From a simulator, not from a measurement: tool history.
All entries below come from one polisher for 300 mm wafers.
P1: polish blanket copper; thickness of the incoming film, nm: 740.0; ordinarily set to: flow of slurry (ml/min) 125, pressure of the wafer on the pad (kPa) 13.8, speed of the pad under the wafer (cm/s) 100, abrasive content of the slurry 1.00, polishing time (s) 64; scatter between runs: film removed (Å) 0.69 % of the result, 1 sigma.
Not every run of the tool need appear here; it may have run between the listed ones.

| run | hour | flow of slurry (ml/min) | pressure of the wafer on the pad (kPa) | speed of the pad under the wafer (cm/s) | abrasive content of the slurry | polishing time (s) | film removed (Å) |
|---|---|---|---|---|---|---|---|
| 1 | 6.1 | 125 | 13.8 | 100 | 1.00 | 64 | 1440.40 |
| 2 | 10.2 | 125 | 13.8 | 100 | 1.00 | 64 | 1413.70 |
| 3 | 16.1 | 125 | 13.8 | 100 | 1.00 | 64 | 1410.10 |
| 4 | 20.3 | 125 | 7.6 | 100 | 1.00 | 64 | 789.30 |
| 5 | 24.4 | 125 | 13.8 | 100 | 1.00 | 64 | 1423.80 |
| 6 | 28.8 | 80 | 7.6 | 100 | 1.00 | 64 | 699.92 |
| 7 | 35.5 | 90 | 13.8 | 100 | 1.00 | 64 | 1321.70 |
| 8 | 39.3 | 125 | 13.8 | 100 | 1.00 | 37 | 819.91 |
| 9 | 43.9 | 125 | 13.8 | 100 | 0.70 | 64 | 1326.40 |
| 10 | 47.4 | 125 | 18.6 | 100 | 1.00 | 64 | 1908.50 |
| 11 | 50.3 | 125 | 13.8 | 100 | 1.00 | 64 | 1428.30 |
| 12 | 54.1 | 125 | 13.8 | 100 | 1.00 | 64 | 1420.30 |
| 13 | 58.6 | 195 | 13.8 | 100 | 1.00 | 64 | 1521.50 |
| 14 | 62.5 | 125 | 13.8 | 48 | 1.00 | 64 | 681.21 |
|  | 64.6 | head pressure recalibrated |
| 15 | 68.5 | 125 | 13.8 | 100 | 1.45 | 64 | 1555.60 |
| 16 | 74.1 | 125 | 13.8 | 100 | 1.00 | 95 | 2121.60 |
| 17 | 77.8 | 125 | 13.8 | 156 | 1.00 | 64 | 2197.80 |
| 18 | 84.2 | 125 | 13.8 | 100 | 1.00 | 64 | 1418.00 |
| 19 | 87.4 | 125 | 13.8 | 100 | 1.00 | 64 | 1432.40 |
| 20 | 91.3 | 125 | 13.8 | 100 | 1.00 | 64 | 1421.00 |
| 21 | 96.1 | 125 | 13.8 | 100 | 1.00 | 64 | 1365.70 |
| 22 | 101.5 | 125 | 13.8 | 100 | 1.00 | 64 | 1351.00 |
| 23 | 104.9 | 125 | 13.8 | 100 | 1.00 | 64 | 1347.00 |

Run 24 has not been measured yet. What should we expect?
|  | 107.6 | slurry blender recalibrated |
| 24 | 111.6 | 125 | 13.8 | 100 | 1.00 | 64 | ? |

{"run 24": {"film removed (Å)": 1347.2}}
